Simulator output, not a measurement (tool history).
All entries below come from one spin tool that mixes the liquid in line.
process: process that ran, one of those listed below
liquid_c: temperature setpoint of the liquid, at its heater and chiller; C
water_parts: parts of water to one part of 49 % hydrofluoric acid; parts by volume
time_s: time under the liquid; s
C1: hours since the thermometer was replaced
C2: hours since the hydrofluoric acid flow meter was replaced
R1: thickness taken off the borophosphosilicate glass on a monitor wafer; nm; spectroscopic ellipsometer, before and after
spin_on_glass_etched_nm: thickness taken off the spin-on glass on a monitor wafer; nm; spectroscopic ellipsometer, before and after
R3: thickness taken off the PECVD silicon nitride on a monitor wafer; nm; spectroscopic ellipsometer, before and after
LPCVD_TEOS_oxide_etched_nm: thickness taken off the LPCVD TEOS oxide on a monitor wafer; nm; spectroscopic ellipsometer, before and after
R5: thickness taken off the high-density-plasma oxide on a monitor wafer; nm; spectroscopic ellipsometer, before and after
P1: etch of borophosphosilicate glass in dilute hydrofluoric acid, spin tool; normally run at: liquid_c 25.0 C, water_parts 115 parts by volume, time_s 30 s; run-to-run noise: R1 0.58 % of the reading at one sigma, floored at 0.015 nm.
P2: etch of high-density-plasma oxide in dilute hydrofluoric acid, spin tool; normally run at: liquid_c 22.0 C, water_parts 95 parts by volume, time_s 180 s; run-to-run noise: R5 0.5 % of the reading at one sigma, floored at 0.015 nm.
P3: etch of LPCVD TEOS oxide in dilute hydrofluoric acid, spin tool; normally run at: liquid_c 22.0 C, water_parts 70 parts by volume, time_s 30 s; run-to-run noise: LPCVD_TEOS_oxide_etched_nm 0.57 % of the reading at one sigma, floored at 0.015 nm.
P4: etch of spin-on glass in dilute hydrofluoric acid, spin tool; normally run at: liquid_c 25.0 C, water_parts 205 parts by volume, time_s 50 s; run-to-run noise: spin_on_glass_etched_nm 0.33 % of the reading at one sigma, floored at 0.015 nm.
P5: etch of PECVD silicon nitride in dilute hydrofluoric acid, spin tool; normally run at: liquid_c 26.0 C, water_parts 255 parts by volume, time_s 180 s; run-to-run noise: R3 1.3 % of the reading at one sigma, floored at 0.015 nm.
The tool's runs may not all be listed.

Run 1, hour 3.9: process P1, liquid_c 25.0 C, water_parts 115 parts by volume, time_s 30 s; C1 1328.6; C2 465.6. Result: R1 13.7000 nm.
Run 2, hour 9.1: process P4, liquid_c 25.0 C, water_parts 205 parts by volume, time_s 50 s; C1 1333.8; C2 470.8. Result: spin_on_glass_etched_nm 11.6530 nm.
Run 3, hour 13.3: process P1, liquid_c 25.0 C, water_parts 185 parts by volume, time_s 30 s; C1 1338.0; C2 475.0. Result: R1 7.8205 nm.
Run 4, hour 16.5: process P5, liquid_c 31.0 C, water_parts 255 parts by volume, time_s 180 s; C1 1341.2; C2 478.2. Result: R3 2.6019 nm.
Run 5, hour 20.8: process P1, liquid_c 29.5 C, water_parts 20 parts by volume, time_s 30 s; C1 1345.5; C2 482.5. Result: R1 108.9800 nm.
Run 6, hour 26.3: process P3, liquid_c 22.0 C, water_parts 120 parts by volume, time_s 30 s; C1 1351.0; C2 488.0. Result: LPCVD_TEOS_oxide_etched_nm 4.8562 nm.
Run 7, hour 32.0: process P1, liquid_c 25.0 C, water_parts 115 parts by volume, time_s 30 s; C1 1356.7; C2 493.7. Result: R1 13.8170 nm.
Run 8, hour 35.4: process P2, liquid_c 22.0 C, water_parts 95 parts by volume, time_s 180 s; C1 1360.1; C2 497.1. Result: R5 8.72140 nm.
Run 9, hour 41.0: process P4, liquid_c 18.5 C, water_parts 205 parts by volume, time_s 50 s; C1 1365.7; C2 502.7. Result: spin_on_glass_etched_nm 9.1033 nm.
Run 10, hour 47.0: process P1, liquid_c 21.0 C, water_parts 190 parts by volume, time_s 30 s; C1 1371.7; C2 508.7. Result: R1 6.5357 nm.
Run 11, hour 50.9: process P4, liquid_c 25.0 C, water_parts 205 parts by volume, time_s 15 s; C1 1375.6; C2 512.6. Result: spin_on_glass_etched_nm 3.5068 nm.
Run 12, hour 54.9: process P5, liquid_c 26.0 C, water_parts 255 parts by volume, time_s 180 s; C1 1379.6; C2 516.6. Result: R3 2.0182 nm.
Run 13, hour 61.0: process P2, liquid_c 22.0 C, water_parts 60 parts by volume, time_s 180 s; C1 1385.7; C2 522.7. Result: R5 14.37100 nm.
Run 14, hour 66.0: process P2, liquid_c 22.0 C, water_parts 95 parts by volume, time_s 180 s; C1 1390.7; C2 527.7. Result: R5 8.70010 nm.
Run 15, hour 71.4: process P4, liquid_c 25.0 C, water_parts 295 parts by volume, time_s 50 s; C1 1396.1; C2 533.1. Result: spin_on_glass_etched_nm 7.3672 nm.
Run 16, hour 77.2: process P1, liquid_c 25.0 C, water_parts 115 parts by volume, time_s 15 s; C1 1401.9; C2 538.9. Result: R1 6.9255 nm.
Run 17, hour 81.8: process P1, liquid_c 20.0 C, water_parts 115 parts by volume, time_s 30 s; C1 1406.5; C2 543.5. Result: R1 11.3920 nm.
At hour 83.7: hydrofluoric acid flow meter replaced.
Run 18, hour 85.0: process P3, liquid_c 28.5 C, water_parts 70 parts by volume, time_s 30 s; C1 1409.7; C2 1.3. Result: LPCVD_TEOS_oxide_etched_nm 11.5540 nm.
Run 19, hour 88.4: process P2, liquid_c 22.0 C, water_parts 95 parts by volume, time_s 15 s; C1 1413.1; C2 4.7. Result: R5 0.75394 nm.
Run 20, hour 93.9: process P2, liquid_c 17.0 C, water_parts 95 parts by volume, time_s 180 s; C1 1418.6; C2 10.2. Result: R5 7.02790 nm.
Run 21, hour 98.4: process P1, liquid_c 25.0 C, water_parts 40 parts by volume, time_s 30 s; C1 1423.1; C2 14.7. Result: R1 43.9330 nm.
Run 22, hour 104.3: process P5, liquid_c 26.0 C, water_parts 80 parts by volume, time_s 180 s; C1 1429.0; C2 20.6. Result: R3 6.1883 nm.
Run 23, hour 109.9: process P1, liquid_c 25.0 C, water_parts 115 parts by volume, time_s 30 s; C1 1434.6; C2 26.2. Result: R1 13.7190 nm.
Run 24, hour 115.8: process P3, liquid_c 22.0 C, water_parts 70 parts by volume, time_s 60 s; C1 1440.5; C2 32.1. Result: LPCVD_TEOS_oxide_etched_nm 17.7950 nm.
Run 25, hour 118.7: process P1, liquid_c 25.0 C, water_parts 175 parts by volume, time_s 15 s; C1 1443.4; C2 35.0. Result: R1 4.2631 nm.
Run 26, hour 121.9: process P1, liquid_c 25.0 C, water_parts 115 parts by volume, time_s 30 s; C1 1446.6; C2 38.2. Result: R1 13.8820 nm.
Run 27, hour 124.6: process P1, liquid_c 25.0 C, water_parts 115 parts by volume, time_s 30 s; C1 1449.3; C2 40.9. Result: R1 13.7840 nm.
Run 28, hour 130.3: process P1, liquid_c 25.0 C, water_parts 115 parts by volume, time_s 60 s; C1 1455.0; C2 46.6. Result: R1 27.5560 nm.
Run 29, hour 133.6: process P5, liquid_c 26.0 C, water_parts 255 parts by volume, time_s 325 s; C1 1458.3; C2 49.9. Result: R3 3.5818 nm.
Run 30, hour 136.8: process P3, liquid_c 22.0 C, water_parts 70 parts by volume, time_s 30 s; C1 1461.5; C2 53.1. Result: LPCVD_TEOS_oxide_etched_nm 8.9148 nm.
Run 31, hour 141.4: process P1, liquid_c 30.0 C, water_parts 115 parts by volume, time_s 30 s; C1 1466.1; C2 57.7. Result: R1 16.6340 nm.
Run 32, hour 147.2: process P1, liquid_c 25.0 C, water_parts 115 parts by volume, time_s 30 s; C1 1471.9; C2 63.5. Result: R1 13.7480 nm.
Run 33, hour 150.3: process P1, liquid_c 25.0 C, water_parts 115 parts by volume, time_s 30 s; C1 1475.0; C2 66.6. Result: R1 13.5450 nm.
Run 34, hour 154.4: process P1, liquid_c 25.0 C, water_parts 115 parts by volume, time_s 30 s; C1 1479.1; C2 70.7. Result: R1 13.3270 nm.
Run 35, hour 157.5: process P1, liquid_c 25.0 C, water_parts 115 parts by volume, time_s 30 s; C1 1482.2; C2 73.8. Result: R1 13.3860 nm.
Run 36, hour 162.9: process P1, liquid_c 25.0 C, water_parts 115 parts by volume, time_s 30 s; C1 1487.6; C2 79.2. Result: R1 13.1590 nm.
Run 37, hour 168.2: process P1, liquid_c 25.0 C, water_parts 115 parts by volume, time_s 30 s; C1 1492.9; C2 84.5. Result: R1 13.0690 nm.
Run 38, hour 172.1: process P1, liquid_c 25.0 C, water_parts 115 parts by volume, time_s 30 s; C1 1496.8; C2 88.4. Result: R1 12.8890 nm.
Run 39, hour 176.5: process P1, liquid_c 25.0 C, water_parts 115 parts by volume, time_s 30 s; C1 1501.2; C2 92.8. Result: R1 12.9150 nm.
Run 40, hour 182.4: process P1, liquid_c 25.0 C, water_parts 115 parts by volume, time_s 30 s; C1 1507.1; C2 98.7. Result: R1 12.8370 nm.
Run 41, hour 185.3: process P1, liquid_c 25.0 C, water_parts 115 parts by volume, time_s 30 s; C1 1510.0; C2 101.6. Result: R1 12.7640 nm.
Run 42, hour 189.1: process P1, liquid_c 25.0 C, water_parts 115 parts by volume, time_s 30 s; C1 1513.8; C2 105.4. Result: R1 12.7800 nm.
Run 43, hour 193.7: process P1, liquid_c 25.0 C, water_parts 115 parts by volume, time_s 30 s; C1 1518.4; C2 110.0. Result: R1 12.9150 nm.

Something has made what P1 gives creep away from where it was; the 2 causes below, each at its own stated size, fit the log equally well:
A: hydrofluoric acid flow below the setpoint (%) = 5.85
B: liquid colder than its thermometer reads (K) = 1.77
The gradual shift began around hour 147.2.

Consider the 4 check runs below, whose results appear as question marks and each of which averages 3 wafers. Which one distinguishes the causes, in that each cause would give it a clearly different result?
Run check 1, hour 198.3: process P2, liquid_c 17.0 C, water_parts 95 parts by volume, time_s 60 s. Result: R5 ?.
Run check 2, hour 198.3: process P3, liquid_c 28.0 C, water_parts 70 parts by volume, time_s 45 s. Result: LPCVD_TEOS_oxide_etched_nm ?.
Run check 3, hour 198.3: process P4, liquid_c 21.0 C, water_parts 205 parts by volume, time_s 15 s. Result: spin_on_glass_etched_nm ?.
Run check 4, hour 198.3: process P5, liquid_c 26.0 C, water_parts 90 parts by volume, time_s 180 s. Result: R3 ?.

If the cause were each of the candidates in turn, the checks would give the following:
  check                      result     if A     if B
check 1                          R5  2.21110  2.19120
check 2  LPCVD_TEOS_oxide_etched_nm  15.8810  15.8270
check 3     spin_on_glass_etched_nm   2.8035   2.8171
check 4                          R3   5.2916   5.0018
Minimum pairwise separation of causes per check, each pair taken at its best-separating result: check 1 0.91 %; check 2 0.34 %; check 3 0.49 %; check 4 5.63 %
Check 4 tells the causes apart: in the others they would give nearly the same result.

Then check 4 was run and gave: R3 5.0221 nm. Which cause is it?

It is B: liquid colder than its thermometer reads (K).
